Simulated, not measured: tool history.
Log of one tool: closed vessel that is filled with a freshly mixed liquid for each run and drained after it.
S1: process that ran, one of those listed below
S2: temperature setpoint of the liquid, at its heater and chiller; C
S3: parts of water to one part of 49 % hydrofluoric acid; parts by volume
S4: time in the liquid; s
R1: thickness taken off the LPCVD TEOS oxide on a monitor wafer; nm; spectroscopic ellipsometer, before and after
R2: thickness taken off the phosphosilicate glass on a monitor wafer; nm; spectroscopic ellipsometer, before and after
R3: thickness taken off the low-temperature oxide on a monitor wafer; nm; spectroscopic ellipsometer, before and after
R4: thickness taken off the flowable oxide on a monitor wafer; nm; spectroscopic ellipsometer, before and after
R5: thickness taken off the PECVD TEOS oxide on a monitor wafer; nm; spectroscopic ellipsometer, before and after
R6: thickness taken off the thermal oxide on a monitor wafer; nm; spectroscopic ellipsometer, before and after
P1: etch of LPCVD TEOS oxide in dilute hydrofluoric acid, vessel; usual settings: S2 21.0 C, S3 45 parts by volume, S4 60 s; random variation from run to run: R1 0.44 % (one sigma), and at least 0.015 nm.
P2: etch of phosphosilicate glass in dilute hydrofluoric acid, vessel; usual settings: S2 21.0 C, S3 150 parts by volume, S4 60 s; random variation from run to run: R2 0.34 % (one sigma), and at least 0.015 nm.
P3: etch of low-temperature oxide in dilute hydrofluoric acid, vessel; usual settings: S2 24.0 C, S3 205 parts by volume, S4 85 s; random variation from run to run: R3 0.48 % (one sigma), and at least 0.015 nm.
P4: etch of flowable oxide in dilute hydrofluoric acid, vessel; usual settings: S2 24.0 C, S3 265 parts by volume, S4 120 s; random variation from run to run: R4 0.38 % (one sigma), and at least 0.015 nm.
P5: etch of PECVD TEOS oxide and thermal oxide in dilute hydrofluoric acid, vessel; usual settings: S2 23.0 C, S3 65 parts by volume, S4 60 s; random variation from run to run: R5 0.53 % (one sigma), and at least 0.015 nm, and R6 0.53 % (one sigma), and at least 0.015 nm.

| run | hour | S1 | S2 | S3 | S4 | R1 | R2 | R3 | R4 | R5 | R6 |
|---|---|---|---|---|---|---|---|---|---|---|---|
| 1 | 13.3 | P1 | 21.0 | 45 | 60 | 32.022 |  |  |  |  |  |
| 2 | 23.9 | P2 | 21.0 | 150 | 30 |  | 10.135 |  |  |  |  |
| 3 | 36.4 | P1 | 21.0 | 65 | 60 | 21.510 |  |  |  |  |  |
| 4 | 46.4 | P3 | 17.0 | 205 | 85 |  |  | 3.9428 |  |  |  |
| 5 | 55.4 | P3 | 24.0 | 205 | 85 |  |  | 5.1383 |  |  |  |
| 6 | 67.1 | P1 | 21.0 | 45 | 60 | 31.912 |  |  |  |  |  |
| 7 | 75.1 | P4 | 24.0 | 265 | 215 |  |  |  | 19.0880 |  |  |
| 8 | 87.7 | P4 | 24.0 | 390 | 120 |  |  |  | 6.4651 |  |  |
| 9 | 102.0 | P2 | 21.0 | 30 | 60 |  | 116.260 |  |  |  |  |
| 10 | 111.6 | P1 | 17.0 | 20 | 60 | 62.175 |  |  |  |  |  |
| 11 | 126.2 | P4 | 24.0 | 265 | 120 |  |  |  | 10.6640 |  |  |
| 12 | 132.9 | P1 | 17.0 | 45 | 60 | 26.681 |  |  |  |  |  |
| 13 | 140.9 | P5 | 23.0 | 20 | 60 |  |  |  |  | 50.401 | 14.3320 |
| 14 | 154.8 | P5 | 23.0 | 65 | 30 |  |  |  |  | 7.186 | 2.0871 |
| 15 | 164.4 | P1 | 17.0 | 45 | 90 | 40.138 |  |  |  |  |  |
| 16 | 174.2 | P3 | 24.0 | 205 | 130 |  |  | 7.8475 |  |  |  |
| 17 | 188.4 | P1 | 21.0 | 45 | 115 | 60.882 |  |  |  |  |  |
| 18 | 202.3 | P4 | 17.0 | 265 | 120 |  |  |  | 8.2854 |  |  |
| 19 | 215.5 | P4 | 24.0 | 265 | 120 |  |  |  | 10.6270 |  |  |
| 20 | 228.3 | P1 | 21.0 | 45 | 60 | 31.954 |  |  |  |  |  |
| 21 | 240.2 | P2 | 17.0 | 150 | 60 |  | 17.122 |  |  |  |  |
| 22 | 251.7 | P1 | 21.0 | 45 | 30 | 16.043 |  |  |  |  |  |
| 23 | 259.8 | P1 | 27.5 | 45 | 60 | 41.482 |  |  |  |  |  |
| 24 | 270.7 | P5 | 23.0 | 65 | 60 |  |  |  |  | 14.499 | 4.1816 |
| 25 | 284.0 | P1 | 21.0 | 45 | 60 | 31.711 |  |  |  |  |  |
| 26 | 298.7 | P5 | 17.0 | 65 | 60 |  |  |  |  | 11.360 | 3.2710 |
| 27 | 309.1 | P3 | 24.0 | 60 | 85 |  |  | 20.8380 |  |  |  |
| 28 | 318.2 | P1 | 28.0 | 75 | 60 | 24.341 |  |  |  |  |  |
| 29 | 325.5 | P2 | 21.0 | 150 | 60 |  | 20.297 |  |  |  |  |
| 30 | 339.5 | P1 | 21.0 | 30 | 60 | 48.824 |  |  |  |  |  |
| 31 | 351.5 | P1 | 21.0 | 45 | 60 | 31.644 |  |  |  |  |  |
| 32 | 359.9 | P1 | 21.0 | 45 | 60 | 30.621 |  |  |  |  |  |
| 33 | 374.1 | P1 | 21.0 | 45 | 60 | 29.693 |  |  |  |  |  |
| 34 | 381.8 | P1 | 21.0 | 45 | 60 | 29.322 |  |  |  |  |  |
| 35 | 392.6 | P1 | 21.0 | 45 | 60 | 29.073 |  |  |  |  |  |
| 36 | 406.8 | P1 | 21.0 | 45 | 60 | 28.984 |  |  |  |  |  |
| 37 | 419.8 | P1 | 21.0 | 45 | 60 | 28.829 |  |  |  |  |  |

What P1 gives has crept away from where it was. These 2 causes fit the log equally well, each at the size given:
A: hydrofluoric acid flow below the setpoint (%) = 8.93
B: liquid colder than its thermometer reads (K) = 2.33
The creep began at about hour 351.5.

4 check runs are offered, one wafer each, their results left as question marks. Which one tells the causes apart?
| check 1 | 432.8 | P2 | 21.0 | 50 | 30 |  | ? |  |  |  |  |
| check 2 | 432.8 | P4 | 24.0 | 355 | 165 |  |  |  | ? |  |  |
| check 3 | 432.8 | P3 | 24.0 | 60 | 85 |  |  | ? |  |  |  |
| check 4 | 432.8 | P5 | 17.0 | 65 | 35 |  |  |  |  | ? | ? |

What each check would give under each cause:
| check | result | if A | if B |
|---|---|---|---|
| check 1 | R2 | 30.869 | 30.882 |
| check 2 | R4 | 8.8762 | 9.2917 |
| check 3 | R3 | 18.8350 | 18.9310 |
| check 4 | R5 | 5.9603 | 5.9549 |
| check 4 | R6 | 1.7069 | 1.7054 |
How far apart the two closest causes lie, in the result that separates them most: check 1 0.04 %; check 2 4.57 %; check 3 0.51 %; check 4 0.09 %
Only check 2 tells the causes apart: in the others they would give nearly the same result.

Check 2 was then run and gave: R4 8.8229 nm. Which cause is it?

It is A: hydrofluoric acid flow below the setpoint (%).

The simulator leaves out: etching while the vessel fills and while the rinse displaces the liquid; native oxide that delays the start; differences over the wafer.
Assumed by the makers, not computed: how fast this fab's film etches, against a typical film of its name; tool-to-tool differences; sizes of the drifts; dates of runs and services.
